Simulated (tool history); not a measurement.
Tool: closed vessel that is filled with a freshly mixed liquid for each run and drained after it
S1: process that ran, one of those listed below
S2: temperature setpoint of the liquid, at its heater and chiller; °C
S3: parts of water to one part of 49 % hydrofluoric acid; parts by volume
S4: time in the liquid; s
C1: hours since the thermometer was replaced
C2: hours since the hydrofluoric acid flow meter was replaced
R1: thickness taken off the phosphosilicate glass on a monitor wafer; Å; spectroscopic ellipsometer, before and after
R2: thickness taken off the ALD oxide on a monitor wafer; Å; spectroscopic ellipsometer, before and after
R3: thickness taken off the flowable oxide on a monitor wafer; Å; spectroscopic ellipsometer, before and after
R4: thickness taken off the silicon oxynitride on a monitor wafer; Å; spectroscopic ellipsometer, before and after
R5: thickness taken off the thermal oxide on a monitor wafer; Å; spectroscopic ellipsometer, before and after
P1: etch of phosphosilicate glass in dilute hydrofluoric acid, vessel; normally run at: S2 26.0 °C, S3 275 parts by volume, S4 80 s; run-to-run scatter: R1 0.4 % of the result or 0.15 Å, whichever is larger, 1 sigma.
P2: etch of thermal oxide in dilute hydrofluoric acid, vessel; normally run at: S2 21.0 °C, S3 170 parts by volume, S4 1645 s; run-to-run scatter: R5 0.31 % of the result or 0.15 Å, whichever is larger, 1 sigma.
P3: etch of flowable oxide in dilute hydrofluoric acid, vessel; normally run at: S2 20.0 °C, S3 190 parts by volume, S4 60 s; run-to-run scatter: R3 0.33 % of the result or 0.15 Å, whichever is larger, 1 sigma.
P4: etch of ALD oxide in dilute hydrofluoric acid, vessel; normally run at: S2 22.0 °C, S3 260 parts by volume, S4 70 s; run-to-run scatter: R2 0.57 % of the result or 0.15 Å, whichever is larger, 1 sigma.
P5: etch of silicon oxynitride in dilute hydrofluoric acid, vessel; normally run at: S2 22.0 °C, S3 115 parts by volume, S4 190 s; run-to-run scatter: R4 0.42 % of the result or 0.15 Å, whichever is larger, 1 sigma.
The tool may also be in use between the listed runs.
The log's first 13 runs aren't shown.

run 14 hour=191.2 | S1=P1 S2=26.0 S3=275 S4=160 | C1=790.7 C2=1532.3 | R1=1008.30
run 15 hour=202.3 | S1=P5 S2=22.0 S3=55 S4=190 | C1=801.8 C2=1543.4 | R4=154.110
run 16 hour=215.8 | S1=P1 S2=26.0 S3=275 S4=30 | C1=815.3 C2=1556.9 | R1=189.56
run 17 hour=225.3 | S1=P5 S2=22.0 S3=115 S4=190 | C1=824.8 C2=1566.4 | R4=70.561
run 18 hour=235.8 | S1=P2 S2=17.5 S3=170 S4=1645 | C1=835.3 C2=1576.9 | R5=331.270
run 19 hour=254.4 | S1=P4 S2=22.0 S3=260 S4=30 | C1=853.9 C2=1595.5 | R2=22.718
run 20 hour=268.0 | S1=P1 S2=26.0 S3=275 S4=80 | C1=867.5 C2=1609.1 | R1=503.78
run 21 hour=281.4 | S1=P4 S2=22.0 S3=370 S4=70 | C1=880.9 C2=1622.5 | R2=33.030
run 22 hour=294.0 | S1=P1 S2=26.0 S3=275 S4=80 | C1=893.5 C2=1635.1 | R1=504.29
run 23 hour=302.6 | S1=P1 S2=26.0 S3=275 S4=80 | C1=902.1 C2=1643.7 | R1=508.60
run 24 hour=316.9 | S1=P1 S2=26.0 S3=165 S4=80 | C1=916.4 C2=1658.0 | R1=942.10

Run 25 comes next. What will it give?
run 25 hour=331.6 | S1=P1 S2=19.5 S3=275 S4=80 | C1=931.1 C2=1672.7 | R1=?

Run 25 gave R1 399.03 Å.
